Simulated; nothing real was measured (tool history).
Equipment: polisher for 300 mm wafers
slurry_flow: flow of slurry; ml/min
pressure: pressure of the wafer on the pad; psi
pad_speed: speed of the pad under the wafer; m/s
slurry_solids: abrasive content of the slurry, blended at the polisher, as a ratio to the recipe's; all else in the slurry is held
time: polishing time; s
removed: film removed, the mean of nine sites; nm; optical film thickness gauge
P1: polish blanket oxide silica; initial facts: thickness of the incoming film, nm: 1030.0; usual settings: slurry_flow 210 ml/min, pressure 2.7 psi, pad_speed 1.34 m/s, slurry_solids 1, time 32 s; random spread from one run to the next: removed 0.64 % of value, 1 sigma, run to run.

| run | hour | slurry_flow | pressure | pad_speed | slurry_solids | time | wafers polished on this pad | hours since the slurry nozzle was cleaned | hours since the head pressure was calibrated | hours since the slurry blender was calibrated | hours since the conditioning disc was replaced | removed |
|---|---|---|---|---|---|---|---|---|---|---|---|---|
| 1 | 8.7 | 210 | 2.7 | 1.34 | 1 | 32 | 711 | 358 | 186.7 | 154.8 | 44.2 | 86.138 |
| 2 | 17.8 | 210 | 4.1 | 1.34 | 1 | 17 | 825 | 367.1 | 195.8 | 163.9 | 53.3 | 70.124 |
| 3 | 27.2 | 210 | 2.7 | 1.34 | 1 | 32 | 943 | 376.5 | 205.2 | 173.3 | 62.7 | 87.359 |
| 4 | 34.6 | 125 | 2.7 | 1.34 | 1 | 32 | 1036 | 383.9 | 212.6 | 180.7 | 70.1 | 79.821 |
| 5 | 43.9 | 335 | 2.7 | 1.34 | 1 | 32 | 1152 | 393.2 | 221.9 | 190 | 79.4 | 90.51 |
| 6 | 48.5 | 210 | 2.7 | 1.34 | 1.2 | 32 | 1210 | 397.8 | 226.5 | 194.6 | 84 | 93.429 |
| 7 | 53.9 | 210 | 2.7 | 1 | 1 | 32 | 1278 | 403.2 | 231.9 | 200 | 89.4 | 68.661 |
| 8 | 60 | 210 | 2.7 | 1.34 | 1 | 21 | 1354 | 409.3 | 238 | 206.1 | 95.5 | 57.374 |
|  | 66.8 | head pressure recalibrated |
| 9 | 70 | 210 | 1.3 | 1.34 | 1 | 32 | 1480 | 419.3 | 3.3 | 216.1 | 105.5 | 42.376 |
| 10 | 77.1 | 210 | 2.7 | 2.1 | 1 | 32 | 1569 | 426.4 | 10.4 | 223.2 | 112.6 | 123.16 |
| 11 | 85 | 210 | 3.7 | 1.34 | 1 | 32 | 1668 | 434.3 | 18.3 | 231.1 | 120.5 | 120.37 |
| 12 | 94.7 | 210 | 2.7 | 1.34 | 1 | 49 | 1790 | 444 | 28 | 240.8 | 130.2 | 134.13 |
|  | 97.4 | slurry blender recalibrated |
| 13 | 99.8 | 210 | 2.7 | 1.34 | 1 | 32 | 1854 | 449.1 | 33.1 | 2.4 | 135.3 | 87.001 |
| 14 | 106.3 | 210 | 2.7 | 1.34 | 1 | 32 | 1935 | 455.6 | 39.6 | 8.9 | 141.8 | 86.204 |
| 15 | 113.7 | 210 | 2.7 | 1.34 | 0.55 | 32 | 2028 | 463 | 47 | 16.3 | 149.2 | 63.345 |
| 16 | 120.5 | 145 | 2.7 | 1.34 | 1.3 | 32 | 2113 | 469.8 | 53.8 | 23.1 | 156 | 91.768 |
| 17 | 125.7 | 210 | 2.7 | 1.34 | 1 | 32 | 2178 | 475 | 59 | 28.3 | 161.2 | 86.676 |
| 18 | 134.3 | 210 | 2.7 | 1.34 | 1 | 32 | 2286 | 483.6 | 67.6 | 36.9 | 169.8 | 86.653 |
| 19 | 139.6 | 210 | 2.7 | 1.34 | 1 | 32 | 2353 | 488.9 | 72.9 | 42.2 | 175.1 | 84.25 |
| 20 | 145.3 | 210 | 2.7 | 1.34 | 1 | 32 | 2424 | 494.6 | 78.6 | 47.9 | 180.8 | 83.505 |
| 21 | 153.7 | 210 | 2.7 | 1.34 | 1 | 32 | 2530 | 503 | 87 | 56.3 | 189.2 | 82.282 |
| 22 | 163.7 | 210 | 2.7 | 1.34 | 1 | 32 | 2655 | 513 | 97 | 66.3 | 199.2 | 81.014 |
|  | 168.2 | conditioning disc replaced and pad reconditioned |
| 23 | 169.6 | 210 | 2.7 | 1.34 | 1 | 32 | 2729 | 518.9 | 102.9 | 72.2 | 1.5 | 79.99 |
|  | 176.6 | slurry nozzle cleaned |
|  | 177.3 | head pressure recalibrated |
| 24 | 178.6 | 210 | 2.7 | 1.34 | 1 | 32 | 2842 | 2 | 1.4 | 81.2 | 10.5 | 80.626 |
| 25 | 187.3 | 210 | 2.7 | 1.34 | 1 | 32 | 2951 | 10.7 | 10.1 | 89.9 | 19.2 | 79.088 |
| 26 | 194 | 210 | 2.7 | 1.34 | 1 | 32 | 3035 | 17.4 | 16.8 | 96.6 | 25.9 | 79.362 |
| 27 | 201.5 | 210 | 2.7 | 1.34 | 1 | 32 | 3129 | 24.9 | 24.3 | 104.1 | 33.4 | 78.512 |

What P1 gives has crept off from where it sat before. The 2 causes that follow fit the log equally well, each at the size noted:
A: abrasive missing from the slurry, % = 16.5
B: removal rate lost through wear of the pad, % = 8.24
The gradual shift began around hour 134.3.
Why every other cause is out:
slurry flow missing at the pad, %: serviced at hour 176.6, after the drift had started, without restoring the earlier output
head's pressure below its setpoint, %: serviced at hour 177.3, after the drift had started, without restoring the earlier output
time polished since the conditioner stopped cutting, s: serviced at hour 168.2, after the drift had started, without restoring the earlier output

Which of the 4 check runs listed below, each an average over 3 wafers with its results shown as question marks, gives clearly different results under the different listed causes?
| check 1 | 209 | 165 | 2.7 | 1.68 | 1 | 32 |  |  |  |  |  | ? |
| check 2 | 209 | 210 | 2.7 | 1.34 | 0.55 | 24 |  |  |  |  |  | ? |
| check 3 | 209 | 210 | 2.7 | 1.86 | 1 | 48 |  |  |  |  |  | ? |
| check 4 | 209 | 305 | 3.6 | 1.34 | 1 | 32 |  |  |  |  |  | ? |

Expected result of each check under each candidate cause:
| check | result | if A | if B |
|---|---|---|---|
| check 1 | removed | 92.081 | 92.082 |
| check 2 | removed | 42.344 | 43.48 |
| check 3 | removed | 155.08 | 155.09 |
| check 4 | removed | 110.36 | 110.37 |
Separation of the two closest causes in each check, using whichever result separates them best: check 1 0 %; check 2 2.65 %; check 3 0 %; check 4 0 %
Only check 2 tells the causes apart: in the others they would give nearly the same result.

After running check 2, the following was obtained: removed 42.252 nm. Which cause does this point to?

It was cause A: abrasive missing from the slurry, %.

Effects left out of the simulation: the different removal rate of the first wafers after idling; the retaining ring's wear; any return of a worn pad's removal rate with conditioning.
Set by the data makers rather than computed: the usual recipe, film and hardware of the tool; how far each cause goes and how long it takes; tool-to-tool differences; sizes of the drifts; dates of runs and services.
